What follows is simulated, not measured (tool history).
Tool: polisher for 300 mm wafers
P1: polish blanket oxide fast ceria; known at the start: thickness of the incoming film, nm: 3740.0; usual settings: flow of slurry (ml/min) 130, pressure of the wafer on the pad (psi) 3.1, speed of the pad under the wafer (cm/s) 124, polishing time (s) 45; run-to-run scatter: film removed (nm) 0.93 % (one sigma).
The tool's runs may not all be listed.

run,day,flow of slurry (ml/min),pressure of the wafer on the pad (psi),speed of the pad under the wafer (cm/s),polishing time (s),wafers polished on this pad,hours since the slurry nozzle was cleaned,hours since the head pressure was calibrated,film removed (nm)
1,0.512,130,3.1,124,45,450,83.6,136.4,1057.90
2,1.192,80,3.1,124,45,640,99.9,152.7,951.63
3,1.800,130,3.1,124,45,810,114.5,167.3,1052.60
4,2.500,130,3.1,124,25,1006,131.3,184.1,590.80
5,2.929,80,3.1,70,45,1126,141.6,194.4,529.87
6,3.554,175,3.1,124,45,1300,156.6,209.4,1124.00
7,4.158,130,3.1,56,45,1469,171.1,223.9,480.59
8,4.579,130,3.1,124,45,1587,181.2,234.0,1086.20
9,5.112,130,4.6,124,45,1736,194.0,246.8,1585.40
10,5.712,130,4.2,124,62,1904,208.4,261.2,1989.50
11,6.212,130,3.1,124,45,2044,220.4,273.2,1057.00
12,6.867,130,1.7,124,45,2226,236.1,288.9,578.48
13,7.546,130,3.1,192,45,2416,252.4,305.2,1644.90
14,8.258,130,3.1,124,65,2615,269.5,322.3,1536.20
15,8.746,130,3.1,124,45,2752,281.2,334.0,1054.70
16,9.483,130,4.2,172,45,2958,298.9,351.7,2008.50
17,9.854,130,3.1,124,45,3062,307.8,360.6,1076.00
18,10.221,130,3.1,124,45,3164,316.6,369.4,1064.60
19,10.929,130,3.1,124,45,3362,333.6,386.4,1029.20
20,11.558,130,3.1,124,45,3538,348.7,401.5,1019.60
21,12.012,130,3.1,124,45,3665,359.6,412.4,979.32
22,12.638,130,3.1,124,45,3840,374.6,427.4,973.86
23,13.100,130,3.1,124,45,3969,385.7,438.5,974.26
# day 13.529: head pressure recalibrated
24,13.783,130,3.1,124,45,4160,402.1,6.1,962.95
25,14.167,130,3.1,124,45,4267,411.3,15.3,953.64
26,14.658,130,3.1,124,45,4405,423.1,27.1,938.37
27,15.075,130,3.1,124,45,4521,433.1,37.1,937.98
28,15.738,130,3.1,124,45,4706,449.0,53.0,953.00

What P1 gives has crept away from where it was. These 2 causes fit the log equally well, each at the size given:
A: removal rate lost through wear of the pad, % = 11
B: slurry flow missing at the pad, % = 37.9
The creep began at about day 10.221.
Why every other cause is out:
head's pressure below its setpoint, %: serviced at day 13.529, which brought nothing back

4 check runs are offered, each on 5 wafers whose results are averaged, their results left as question marks. Which one tells the causes apart?
check 1,16.400,130,3.1,124,27,,,,?
check 2,16.400,100,4.3,124,45,,,,?
check 3,16.400,130,4.2,124,45,,,,?
check 4,16.400,130,3.1,68,30,,,,?

What each check would give under each cause:
check,result,if A,if B
check 1,film removed (nm),566.95,566.85
check 2,film removed (nm),1236.60,1200.20
check 3,film removed (nm),1280.20,1280.00
check 4,film removed (nm),345.45,345.39
How far apart the two closest causes lie, in the result that separates them most: check 1 0.02 %; check 2 2.99 %; check 3 0.02 %; check 4 0.02 %
Check 2 tells the causes apart: in the others they would give nearly the same result.

Then check 2 was run and gave: film removed (nm) 1210.40. Which cause is it?

It is B: slurry flow missing at the pad, %.

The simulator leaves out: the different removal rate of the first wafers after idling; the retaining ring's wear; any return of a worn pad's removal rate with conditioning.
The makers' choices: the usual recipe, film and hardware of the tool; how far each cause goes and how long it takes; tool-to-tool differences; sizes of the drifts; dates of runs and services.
